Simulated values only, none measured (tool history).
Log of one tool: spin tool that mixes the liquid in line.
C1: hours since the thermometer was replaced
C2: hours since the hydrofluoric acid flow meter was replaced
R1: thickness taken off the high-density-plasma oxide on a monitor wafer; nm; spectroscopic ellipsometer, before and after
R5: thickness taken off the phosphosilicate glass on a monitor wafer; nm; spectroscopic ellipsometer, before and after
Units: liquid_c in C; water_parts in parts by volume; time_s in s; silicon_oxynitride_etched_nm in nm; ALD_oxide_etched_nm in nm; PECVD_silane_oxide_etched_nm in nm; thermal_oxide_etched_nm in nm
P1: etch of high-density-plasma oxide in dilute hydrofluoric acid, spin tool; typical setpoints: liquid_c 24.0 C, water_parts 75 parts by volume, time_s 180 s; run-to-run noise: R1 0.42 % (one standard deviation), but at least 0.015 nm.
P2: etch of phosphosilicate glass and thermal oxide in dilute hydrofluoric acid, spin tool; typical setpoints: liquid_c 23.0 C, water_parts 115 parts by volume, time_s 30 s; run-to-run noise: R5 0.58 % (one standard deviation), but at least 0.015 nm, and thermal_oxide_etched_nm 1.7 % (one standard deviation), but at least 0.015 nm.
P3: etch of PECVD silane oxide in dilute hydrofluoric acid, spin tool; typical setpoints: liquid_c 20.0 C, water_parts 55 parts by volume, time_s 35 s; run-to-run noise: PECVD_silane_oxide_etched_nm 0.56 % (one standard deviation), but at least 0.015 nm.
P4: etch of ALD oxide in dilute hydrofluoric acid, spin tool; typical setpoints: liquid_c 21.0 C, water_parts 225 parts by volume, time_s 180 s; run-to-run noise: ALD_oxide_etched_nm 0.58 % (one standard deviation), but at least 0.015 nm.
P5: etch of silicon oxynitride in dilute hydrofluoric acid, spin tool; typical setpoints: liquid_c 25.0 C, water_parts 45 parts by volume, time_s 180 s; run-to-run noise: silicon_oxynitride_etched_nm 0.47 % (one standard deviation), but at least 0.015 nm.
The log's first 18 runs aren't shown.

Run 19, hour 86.7: process P2, liquid_c 23.0 C, water_parts 30 parts by volume, time_s 30 s; C1 44.9; C2 1197.4. Result: R5 107.850 nm, thermal_oxide_etched_nm 5.47550 nm.
Run 20, hour 92.4: process P3, liquid_c 20.0 C, water_parts 80 parts by volume, time_s 35 s; C1 50.6; C2 1203.1. Result: PECVD_silane_oxide_etched_nm 16.981 nm.
Run 21, hour 95.8: process P2, liquid_c 17.0 C, water_parts 115 parts by volume, time_s 30 s; C1 54.0; C2 1206.5. Result: R5 19.408 nm, thermal_oxide_etched_nm 0.98317 nm.
Run 22, hour 102.1: process P1, liquid_c 29.5 C, water_parts 75 parts by volume, time_s 180 s; C1 60.3; C2 1212.8. Result: R1 21.57000 nm.
Run 23, hour 107.6: process P5, liquid_c 25.0 C, water_parts 45 parts by volume, time_s 310 s; C1 65.8; C2 1218.3. Result: silicon_oxynitride_etched_nm 12.7860 nm.
Run 24, hour 114.6: process P3, liquid_c 20.0 C, water_parts 55 parts by volume, time_s 35 s; C1 72.8; C2 1225.3. Result: PECVD_silane_oxide_etched_nm 25.653 nm.
Run 25, hour 119.0: process P1, liquid_c 24.0 C, water_parts 130 parts by volume, time_s 15 s; C1 77.2; C2 1229.7. Result: R1 0.79738 nm.
Run 26, hour 124.1: process P1, liquid_c 24.0 C, water_parts 75 parts by volume, time_s 180 s; C1 82.3; C2 1234.8. Result: R1 17.52600 nm.
Run 27, hour 129.9: process P2, liquid_c 23.0 C, water_parts 115 parts by volume, time_s 30 s; C1 88.1; C2 1240.6. Result: R5 25.270 nm, thermal_oxide_etched_nm 1.21770 nm.
Run 28, hour 134.9: process P1, liquid_c 24.0 C, water_parts 75 parts by volume, time_s 180 s; C1 93.1; C2 1245.6. Result: R1 17.36800 nm.
Run 29, hour 138.8: process P1, liquid_c 24.0 C, water_parts 115 parts by volume, time_s 180 s; C1 97.0; C2 1249.5. Result: R1 10.78400 nm.
Run 30, hour 144.0: process P3, liquid_c 20.0 C, water_parts 55 parts by volume, time_s 35 s; C1 102.2; C2 1254.7. Result: PECVD_silane_oxide_etched_nm 25.570 nm.
Run 31, hour 147.9: process P1, liquid_c 24.0 C, water_parts 75 parts by volume, time_s 180 s; C1 106.1; C2 1258.6. Result: R1 17.23400 nm.
Run 32, hour 153.0: process P1, liquid_c 24.0 C, water_parts 75 parts by volume, time_s 305 s; C1 111.2; C2 1263.7. Result: R1 29.29900 nm.
Run 33, hour 159.2: process P5, liquid_c 17.0 C, water_parts 45 parts by volume, time_s 180 s; C1 117.4; C2 1269.9. Result: silicon_oxynitride_etched_nm 4.9204 nm.
Run 34, hour 165.4: process P1, liquid_c 24.0 C, water_parts 75 parts by volume, time_s 180 s; C1 123.6; C2 1276.1. Result: R1 17.47300 nm.

Predict the results of run 35:
Run 35, hour 172.7: process P1, liquid_c 24.0 C, water_parts 75 parts by volume, time_s 180 s; C1 130.9; C2 1283.4. Result: R1 ?.

R1: 17.97500 nm
